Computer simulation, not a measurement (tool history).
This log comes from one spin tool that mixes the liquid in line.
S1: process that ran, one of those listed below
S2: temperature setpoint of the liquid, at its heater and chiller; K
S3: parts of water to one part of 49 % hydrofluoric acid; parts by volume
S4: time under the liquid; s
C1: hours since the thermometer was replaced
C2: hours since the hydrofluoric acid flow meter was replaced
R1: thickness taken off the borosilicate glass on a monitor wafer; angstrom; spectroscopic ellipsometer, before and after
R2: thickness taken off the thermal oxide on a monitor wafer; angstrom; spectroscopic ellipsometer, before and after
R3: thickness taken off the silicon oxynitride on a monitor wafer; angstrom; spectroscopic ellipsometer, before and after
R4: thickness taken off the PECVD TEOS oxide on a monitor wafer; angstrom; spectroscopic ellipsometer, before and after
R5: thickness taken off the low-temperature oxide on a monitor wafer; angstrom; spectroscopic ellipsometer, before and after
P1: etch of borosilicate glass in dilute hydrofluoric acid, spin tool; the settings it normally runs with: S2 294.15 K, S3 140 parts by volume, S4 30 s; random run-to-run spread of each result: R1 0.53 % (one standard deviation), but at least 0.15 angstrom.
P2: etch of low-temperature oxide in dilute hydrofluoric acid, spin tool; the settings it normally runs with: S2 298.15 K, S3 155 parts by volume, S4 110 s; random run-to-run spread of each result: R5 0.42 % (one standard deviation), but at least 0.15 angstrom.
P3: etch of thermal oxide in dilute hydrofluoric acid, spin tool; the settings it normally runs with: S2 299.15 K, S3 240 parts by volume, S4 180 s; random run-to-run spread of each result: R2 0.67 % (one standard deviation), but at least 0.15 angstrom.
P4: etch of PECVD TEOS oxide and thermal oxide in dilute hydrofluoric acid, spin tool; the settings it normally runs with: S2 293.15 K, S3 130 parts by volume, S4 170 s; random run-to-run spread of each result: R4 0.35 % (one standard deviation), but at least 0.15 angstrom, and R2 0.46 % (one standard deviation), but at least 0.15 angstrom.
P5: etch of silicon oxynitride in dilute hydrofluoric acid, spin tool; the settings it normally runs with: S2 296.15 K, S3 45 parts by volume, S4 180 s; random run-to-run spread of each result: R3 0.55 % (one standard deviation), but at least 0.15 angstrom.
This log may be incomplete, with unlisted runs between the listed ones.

run	hour	S1	S2	S3	S4	C1	C2	R1	R2	R3	R4	R5
1	6.2	P1	294.15	140	30	572.3	781.6	78.556				
2	15.4	P1	298.15	140	30	581.5	790.8	90.860				
3	23.5	P1	290.15	140	30	589.6	798.9	66.637				
4	29.5	P3	299.15	240	180	595.6	804.9		30.0690			
5	34.1	P5	296.15	75	180	600.2	809.5			83.895		
6	43.5	P1	290.15	140	15	609.6	818.9	33.433				
7	53.4	P1	294.15	140	15	619.5	828.8	39.292				
8	59.2	P4	293.15	130	15	625.3	834.6		4.4905		8.7248	
9	64.1	P2	298.15	155	15	630.2	839.5					12.513
10	71.6	P5	301.65	45	180	637.7	847.0			188.120		
11	80.6	P3	292.15	240	180	646.7	856.0		22.9560			
12	88.8	P4	293.15	25	170	654.9	864.2		300.5500		588.0000	
13	97.9	P5	296.15	45	360	664.0	873.3			288.750		
14	102.5	P4	300.65	130	170	668.6	877.9		68.7750		132.3000	
15	112.6	P1	294.15	230	50	678.7	888.0	73.111				
16	118.0	P3	299.15	240	180	684.1	893.4		30.3480			
17	125.5	P1	294.15	140	30	691.6	900.9	77.593				
18	132.2	P3	299.15	240	285	698.3	907.6		47.8600			
19	141.9	P1	294.15	140	30	708.0	917.3	77.818				
20	147.7	P1	294.15	225	30	713.8	923.1	44.892				
21	155.6	P5	296.15	45	180	721.7	931.0			143.800		
22	161.1	P3	299.15	115	180	727.2	936.5		73.0580			
23	171.5	P4	293.15	130	170	737.6	946.9		51.1350		99.4880	
24	180.2	P1	294.15	85	30	746.3	955.6	135.960				
25	184.7	P1	294.15	140	30	750.8	960.1	78.164				
26	189.3	P2	298.15	255	110	755.4	964.7					50.283
27	197.2	P2	298.15	155	110	763.3	972.6					92.781
28	206.9	P1	294.15	140	30	773.0	982.3	78.315				
29	211.6	P2	291.15	155	110	777.7	987.0					70.592
30	218.9	P1	300.65	140	15	785.0	994.3	49.896				
31	225.6	P1	294.15	140	60	791.7	1001.0	157.350				
32	234.0	P1	294.15	140	30	800.1	1009.4	78.127				
33	241.1	P1	294.15	140	30	807.2	1016.5	82.810				
34	248.7	P1	294.15	140	30	814.8	1024.1	84.447				
35	253.6	P1	294.15	140	30	819.7	1029.0	85.613				
36	260.7	P1	294.15	140	30	826.8	1036.1	85.540				
37	266.5	P1	294.15	140	30	832.6	1041.9	85.455				
38	275.8	P1	294.15	140	30	841.9	1051.2	86.714				

Something has made what P1 gives creep away from where it was; the 2 causes below, each at its own stated size, fit the log equally well:
A: hydrofluoric acid flow above the setpoint (%) = 8.56
B: liquid hotter than its thermometer reads (K) = 2.41
Onset of the creep was near hour 234.0.

Consider the 4 check runs below, whose results appear as question marks and each of which averages 2 wafers. Which one distinguishes the causes, in that each cause would give it a clearly different result?
check 1	285.1	P4	299.65	130	170				?		?	
check 2	285.1	P3	292.65	240	180				?			
check 3	285.1	P2	292.15	155	110							?
check 4	285.1	P5	296.15	45	325					?		

Check results expected under each cause:
check	result	if A	if B
check 1	R2	72.5840	72.2310
check 1	R4	141.1300	140.4500
check 2	R2	26.2530	25.9990
check 3	R5	80.587	80.656
check 4	R3	282.530	291.990
Per check, the gap between the least separated pair of causes, taken in the result that splits them most: check 1 0.49 %; check 2 0.97 %; check 3 0.09 %; check 4 3.29 %
Only check 4 tells the causes apart: in the others they would give nearly the same result.

Running check 4 produced the following: R3 282.910 angstrom. Which one of the listed causes fits?

A is the cause: hydrofluoric acid flow above the setpoint (%).
